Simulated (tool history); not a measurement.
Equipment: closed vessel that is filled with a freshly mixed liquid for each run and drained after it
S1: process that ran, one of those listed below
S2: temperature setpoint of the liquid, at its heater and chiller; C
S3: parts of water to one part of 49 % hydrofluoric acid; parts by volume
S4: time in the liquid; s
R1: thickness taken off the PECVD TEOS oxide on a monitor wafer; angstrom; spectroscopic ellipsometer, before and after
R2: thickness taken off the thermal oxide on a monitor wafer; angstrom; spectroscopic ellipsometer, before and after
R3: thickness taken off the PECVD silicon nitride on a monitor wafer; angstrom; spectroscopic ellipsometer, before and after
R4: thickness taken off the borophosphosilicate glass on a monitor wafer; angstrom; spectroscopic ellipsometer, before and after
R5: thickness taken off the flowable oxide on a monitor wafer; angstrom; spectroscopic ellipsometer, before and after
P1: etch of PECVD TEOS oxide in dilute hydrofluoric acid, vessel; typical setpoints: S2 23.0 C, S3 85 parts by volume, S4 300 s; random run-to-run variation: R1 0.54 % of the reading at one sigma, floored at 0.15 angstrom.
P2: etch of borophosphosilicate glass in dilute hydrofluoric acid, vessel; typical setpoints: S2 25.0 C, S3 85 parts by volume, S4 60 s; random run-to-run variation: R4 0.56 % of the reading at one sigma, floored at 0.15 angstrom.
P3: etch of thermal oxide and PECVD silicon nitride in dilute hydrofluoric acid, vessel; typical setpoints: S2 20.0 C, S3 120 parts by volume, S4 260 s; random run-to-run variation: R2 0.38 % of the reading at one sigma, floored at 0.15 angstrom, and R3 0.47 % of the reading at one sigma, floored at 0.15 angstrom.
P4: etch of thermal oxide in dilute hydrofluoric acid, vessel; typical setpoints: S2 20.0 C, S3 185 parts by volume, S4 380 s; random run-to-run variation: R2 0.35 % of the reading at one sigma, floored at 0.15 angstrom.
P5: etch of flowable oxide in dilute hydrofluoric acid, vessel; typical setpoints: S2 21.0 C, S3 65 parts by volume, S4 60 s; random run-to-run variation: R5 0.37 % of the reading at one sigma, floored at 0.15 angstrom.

run     day  S1    S2   S3   S4        R1       R2       R3      R4      R5
  1   0.433  P1  23.0   85  300   376.970
  2   0.796  P1  23.0   50  520  1169.100
  3   1.058  P1  23.0   85  450   564.920
  4   1.475  P1  23.0   85  300   383.180
  5   1.892  P3  20.0  120  260             90.301   57.452
  6   2.242  P1  23.0  135   70    52.349
  7   2.558  P2  25.0  115   60                              250.64
  8   2.979  P5  21.0   65   60                                      213.99
  9   3.308  P2  25.0   85   30                              175.01
 10   3.554  P1  19.0   85  300   318.730
 11   4.017  P2  25.0   85   60                              348.52
 12   4.329  P3  20.0  120  100             34.709   22.095
 13   4.725  P1  23.0   85  300   378.270
 14   4.958  P3  28.0  120  260            123.480   97.323
 15   5.158  P4  20.0  185  550            109.250
 16   5.488  P1  27.5   85  300   455.010
 17   5.733  P4  27.5  185  380             99.548
 18   6.000  P5  21.0   25   60                                      581.97
 19   6.292  P1  23.0  145  300   208.240
      6.412  -- hydrofluoric acid flow meter replaced
 20   6.733  P4  20.0  295  380             42.449
 21   6.996  P1  23.0   85  300   376.950
 22   7.446  P5  17.0   65   60                                      180.76
 23   7.888  P1  23.0   25  300  1392.000
 24   8.088  P2  25.0   85   60                              351.68
 25   8.496  P3  20.0   20  260            609.390  325.320
 26   8.738  P1  23.0   85  300   380.380
 27   9.146  P1  23.0   85   65    81.798
 28   9.429  P5  21.0   65  105                                      376.87
 29   9.712  P4  20.0  185  380             75.514
 30  10.104  P2  17.5   85   60                              258.06
 31  10.308  P1  23.0   85  300   379.420
 32  10.679  P1  23.0   85  300   392.450
 33  11.004  P1  23.0   85  300   398.420
 34  11.250  P1  23.0   85  300   402.960
 35  11.467  P1  23.0   85  300   409.760
 36  11.904  P1  23.0   85  300   412.070
 37  12.333  P1  23.0   85  300   412.520
 38  12.617  P1  23.0   85  300   414.510
 39  13.000  P1  23.0   85  300   411.720
 40  13.229  P1  23.0   85  300   414.620

Something has made what P1 gives creep away from where it was; the 2 causes below, each at its own stated size, fit the log equally well:
A: liquid hotter than its thermometer reads (K) = 2.26
B: hydrofluoric acid flow above the setpoint (%) = 8.54
The process output started creeping at around day 10.308.

Below are 4 check runs, each on a single wafer, with their results shown as question marks. Which of them would tell the listed causes apart, meaning the causes would give clearly different results under it?
check 1  13.458  P5  21.0   65   60                   ?
check 2  13.458  P4  20.0  185  380       ?
check 3  13.458  P3  20.0  120  260       ?   ?
check 4  13.458  P2  25.0   85   60               ?

If the cause were each of the candidates in turn, the checks would give the following:
  check  result    if A    if B
check 1      R5  234.88  233.64
check 2      R2  82.073  82.867
check 3      R2  98.755  98.909
check 3      R3  66.685  62.095
check 4      R4  384.90  385.59
Gap, in per cent, between the two causes that each check separates least, read from the result that separates them most: check 1 0.53 %; check 2 0.96 %; check 3 7.13 %; check 4 0.18 %
Check 3 is the one run that separates the causes; every other check would come out nearly the same whichever cause is at work.

Check 3 has now been run. It gave: R2 98.450 angstrom; R3 61.666 angstrom. Which of the candidate causes is it?

The cause is B: hydrofluoric acid flow above the setpoint (%).

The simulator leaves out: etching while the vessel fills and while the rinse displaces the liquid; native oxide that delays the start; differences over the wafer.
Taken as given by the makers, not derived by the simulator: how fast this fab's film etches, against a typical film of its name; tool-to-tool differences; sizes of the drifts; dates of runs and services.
